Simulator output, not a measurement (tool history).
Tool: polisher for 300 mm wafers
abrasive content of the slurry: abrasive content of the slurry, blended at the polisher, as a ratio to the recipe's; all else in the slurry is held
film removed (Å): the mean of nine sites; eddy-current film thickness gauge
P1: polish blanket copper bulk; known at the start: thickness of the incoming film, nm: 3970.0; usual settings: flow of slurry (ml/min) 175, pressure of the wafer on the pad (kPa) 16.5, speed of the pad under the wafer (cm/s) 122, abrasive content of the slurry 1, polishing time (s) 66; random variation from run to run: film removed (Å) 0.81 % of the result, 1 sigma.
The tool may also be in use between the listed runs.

run	hour	flow of slurry (ml/min)	pressure of the wafer on the pad (kPa)	speed of the pad under the wafer (cm/s)	abrasive content of the slurry	polishing time (s)	wafers polished on this pad	hours since the slurry nozzle was cleaned	hours since the head pressure was calibrated	hours since the slurry blender was calibrated	film removed (Å)
1	8.7	175	16.5	122	1	66	242	96.9	139.6	136.6	5763.1
2	17.4	175	16.5	122	1	66	308	105.6	148.3	145.3	5753.7
3	24.7	220	16.5	122	1	87	363	112.9	155.6	152.6	7692.7
4	32.6	175	16.5	58	1	66	423	120.8	163.5	160.5	2702.6
5	39.8	110	16.5	158	1	66	477	128	170.7	167.7	6774
6	49.2	275	16.5	122	1	66	548	137.4	180.1	177.1	6077.9
7	54	115	16.5	122	1	66	584	142.2	184.9	181.9	5379.1
8	62.4	175	16.5	122	1	66	648	150.6	193.3	190.3	5816.7
9	69.5	175	16.5	122	0.6	66	701	157.7	200.4	197.4	5216.5
# hour 76.1: worn pad replaced by a new one
10	76.6	175	16.5	122	1	101	4	164.8	207.5	204.5	8825
11	86.4	175	8.3	122	1	66	78	174.6	217.3	214.3	2886.6
12	95.7	175	16.5	122	1	66	148	183.9	226.6	223.6	5767.1
13	102	175	16.5	182	1	66	195	190.2	232.9	229.9	8540
14	107.5	175	22.8	122	1	66	237	195.7	238.4	235.4	7909.7
15	112.2	175	16.5	122	1.5	66	272	200.4	243.1	240.1	6308.7
# hour 116.9: slurry nozzle cleaned
16	120.7	175	16.5	122	1	35	337	3.8	251.6	248.6	3045
17	126.9	175	16.5	122	1	66	383	10	257.8	254.8	5751
18	135.8	175	16.5	122	1	66	451	18.9	266.7	263.7	5681.3
19	144.9	175	16.5	122	1	66	519	28	275.8	272.8	5682.1
20	153.9	175	16.5	122	1	66	587	37	284.8	281.8	5391.3
21	163.9	175	16.5	122	1	66	663	47	294.8	291.8	5416.5
22	168.3	175	16.5	122	1	66	696	51.4	299.2	296.2	5372.1
23	176.6	175	16.5	122	1	66	759	59.7	307.5	304.5	5308.8
24	185	175	16.5	122	1	66	822	68.1	315.9	312.9	5249.3
25	191.9	175	16.5	122	1	66	874	75	322.8	319.8	5225.2
# hour 192: slurry blender recalibrated
# hour 193.6: worn pad replaced by a new one
26	199.8	175	16.5	122	1	66	47	82.9	330.7	7.9	5169.1
27	207.5	175	16.5	122	1	66	105	90.6	338.4	15.6	5266.9
28	212.8	175	16.5	122	1	66	145	95.9	343.7	20.9	5295.4

What P1 gives has crept away from where it was. These 2 causes fit the log equally well, each at the size given:
A: slurry flow missing at the pad, % = 40
B: head's pressure below its setpoint, % = 9.28
The creep began at about hour 135.8.
Why every other cause is out:
removal rate lost through wear of the pad, %: serviced at hour 193.6, which brought nothing back
abrasive missing from the slurry, %: serviced at hour 192, which brought nothing back

4 check runs are offered, each on 5 wafers whose results are averaged, their results left as question marks. Which one tells the causes apart?
check 1	218.1	175	16.5	180	1	35					?
check 2	218.1	175	16.5	90	1	100					?
check 3	218.1	175	8.3	148	1	66					?
check 4	218.1	255	16.5	154	1	66					?

What each check would give under each cause:
check	result	if A	if B
check 1	film removed (Å)	4075.5	4075.7
check 2	film removed (Å)	5822.1	5822.4
check 3	film removed (Å)	3159.5	3159.6
check 4	film removed (Å)	7094.7	6894.5
How far apart the two closest causes lie, in the result that separates them most: check 1 0 %; check 2 0 %; check 3 0 %; check 4 2.86 %
Check 4 tells the causes apart: in the others they would give nearly the same result.

Check 4 was then run and gave: film removed (Å) 7054.6. Which cause is it?

It is A: slurry flow missing at the pad, %.

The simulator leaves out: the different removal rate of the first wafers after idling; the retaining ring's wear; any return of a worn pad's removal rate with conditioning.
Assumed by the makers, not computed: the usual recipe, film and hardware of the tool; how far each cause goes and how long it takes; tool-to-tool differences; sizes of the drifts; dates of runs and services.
